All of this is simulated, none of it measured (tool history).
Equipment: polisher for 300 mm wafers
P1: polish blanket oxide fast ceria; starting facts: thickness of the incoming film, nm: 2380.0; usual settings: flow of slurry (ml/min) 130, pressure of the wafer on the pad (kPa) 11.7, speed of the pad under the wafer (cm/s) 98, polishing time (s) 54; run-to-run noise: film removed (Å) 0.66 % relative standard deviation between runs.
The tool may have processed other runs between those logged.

run	hour	flow of slurry (ml/min)	pressure of the wafer on the pad (kPa)	speed of the pad under the wafer (cm/s)	polishing time (s)	film removed (Å)
1	16.9	130	11.7	98	54	4632.5
2	27.0	130	11.7	98	54	4684.7
3	35.4	80	11.7	98	54	4101.5
4	48.4	130	11.7	98	54	4593.8
5	66.2	95	15.2	98	54	5600.7
6	82.4	130	11.7	98	24	2061.0
7	100.2	190	11.7	98	54	4921.9
8	114.1	130	6.9	134	54	3717.5
9	123.2	130	11.7	98	72	6158.4
10	131.2	130	11.7	150	54	7097.9
11	148.2	130	11.7	98	54	4583.6
12	165.1	130	11.7	44	54	2059.6
13	177.1	130	17.9	98	54	7078.6
# hour 186.0: head pressure recalibrated
14	186.6	130	6.2	120	54	3034.5
15	196.3	130	5.5	98	54	2170.0
16	211.5	130	11.7	98	54	4618.2
17	224.3	130	11.7	98	54	4416.6
18	238.2	130	11.7	98	54	4369.3
19	253.1	130	11.7	98	54	4275.0
20	262.7	130	11.7	98	54	4263.3
21	275.8	130	11.7	98	54	4201.5
22	283.7	130	11.7	98	54	4102.8
23	298.6	130	11.7	98	54	4121.4
# hour 302.1: worn pad replaced by a new one
24	313.8	130	11.7	98	54	4179.1
25	324.3	130	11.7	98	54	4160.5
26	341.1	130	11.7	98	54	4159.4

What P1 gives has crept away from where it was. These 2 causes fit the log equally well, each at the size given:
A: slurry flow missing at the pad, % = 38
B: head's pressure below its setpoint, % = 11.1
The onset of the drift is placed at about hour 211.5.
Ruled out, with reasons:
removal rate lost through wear of the pad, %: serviced after onset, at hour 302.1, with no recovery of the prior output

Which of the 4 check runs listed below separates the causes, so that each cause would produce a clearly different result? Each run uses one wafer, and its results are marked with question marks.
check 1	357.9	80	11.7	140	54	?
check 2	357.9	130	16.5	54	54	?
check 3	357.9	130	16.5	98	25	?
check 4	357.9	130	6.9	56	54	?

Predicted outcomes, by check and by cause:
check	result	if A	if B
check 1	film removed (Å)	4908.5	5212.0
check 2	film removed (Å)	3199.7	3200.4
check 3	film removed (Å)	2688.4	2689.0
check 4	film removed (Å)	1382.6	1382.9
Distance between the nearest two causes, measured in the result of the check that separates them most: check 1 6 %; check 2 0.02 %; check 3 0.02 %; check 4 0.02 %
Check 1 distinguishes between the causes, while the remaining checks would return nearly the same result for all of them.

Check 1 was carried out, with these results: film removed (Å) 5201.8. Which of the listed causes is responsible?

The correct cause is B, namely: head's pressure below its setpoint, %.

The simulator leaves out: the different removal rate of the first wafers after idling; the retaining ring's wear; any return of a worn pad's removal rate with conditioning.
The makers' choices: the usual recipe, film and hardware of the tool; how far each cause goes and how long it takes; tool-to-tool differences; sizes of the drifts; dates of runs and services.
